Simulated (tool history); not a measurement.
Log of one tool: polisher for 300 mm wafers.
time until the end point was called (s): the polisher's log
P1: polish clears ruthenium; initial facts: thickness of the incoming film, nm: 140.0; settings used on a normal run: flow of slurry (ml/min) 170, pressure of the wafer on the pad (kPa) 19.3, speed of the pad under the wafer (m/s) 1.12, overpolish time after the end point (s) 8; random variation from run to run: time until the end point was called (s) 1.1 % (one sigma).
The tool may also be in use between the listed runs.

| run | hour | flow of slurry (ml/min) | pressure of the wafer on the pad (kPa) | speed of the pad under the wafer (m/s) | overpolish time after the end point (s) | wafers polished on this pad | hours since the slurry nozzle was cleaned | hours since the head pressure was calibrated | time until the end point was called (s) |
|---|---|---|---|---|---|---|---|---|---|
| 1 | 6.3 | 170 | 19.3 | 1.12 | 8 | 294 | 184.5 | 803.4 | 72.101 |
| 2 | 10.8 | 170 | 19.3 | 0.72 | 8 | 339 | 189 | 807.9 | 108.66 |
| 3 | 18.1 | 170 | 19.3 | 1.12 | 8 | 410 | 196.3 | 815.2 | 72.62 |
| 4 | 23.2 | 170 | 24.8 | 0.8 | 8 | 460 | 201.4 | 820.3 | 78.503 |
| 5 | 29.6 | 170 | 27.6 | 1.12 | 8 | 523 | 207.8 | 826.7 | 50.556 |
| 6 | 36.2 | 170 | 19.3 | 1.12 | 8 | 588 | 214.4 | 833.3 | 71.094 |
| 7 | 42 | 170 | 19.3 | 1.7 | 8 | 645 | 220.2 | 839.1 | 48.109 |
| 8 | 47.2 | 100 | 19.3 | 1.12 | 8 | 696 | 225.4 | 844.3 | 79.135 |
|  | 47.9 | head pressure recalibrated |
| 9 | 52.6 | 170 | 19.3 | 1.12 | 8 | 749 | 230.8 | 4.7 | 73.426 |
| 10 | 59.4 | 170 | 11 | 1.12 | 8 | 816 | 237.6 | 11.5 | 124.88 |
| 11 | 65.6 | 225 | 19.3 | 1.12 | 8 | 877 | 243.8 | 17.7 | 69.161 |
| 12 | 70.1 | 170 | 19.3 | 1.12 | 8 | 921 | 248.3 | 22.2 | 74.128 |
| 13 | 75.5 | 170 | 19.3 | 0.66 | 15 | 974 | 253.7 | 27.6 | 124.25 |
| 14 | 80.3 | 170 | 19.3 | 1.12 | 16 | 1021 | 258.5 | 32.4 | 71.008 |
| 15 | 86.6 | 170 | 25.5 | 1.72 | 8 | 1083 | 264.8 | 38.7 | 35.214 |
| 16 | 91 | 170 | 19.3 | 1.12 | 3 | 1127 | 269.2 | 43.1 | 71.563 |
| 17 | 97 | 170 | 19.3 | 1.12 | 8 | 1186 | 275.2 | 49.1 | 72.563 |
| 18 | 100.4 | 170 | 19.3 | 1.12 | 8 | 1219 | 278.6 | 52.5 | 72.991 |
| 19 | 107.2 | 170 | 19.3 | 1.12 | 8 | 1286 | 285.4 | 59.3 | 74.387 |

The next listed run, before its measurement:
| 20 | 110.8 | 170 | 19.3 | 1.12 | 8 | 1321 | 289 | 62.9 | ? |

Run 20 produced time until the end point was called (s) 74.066.

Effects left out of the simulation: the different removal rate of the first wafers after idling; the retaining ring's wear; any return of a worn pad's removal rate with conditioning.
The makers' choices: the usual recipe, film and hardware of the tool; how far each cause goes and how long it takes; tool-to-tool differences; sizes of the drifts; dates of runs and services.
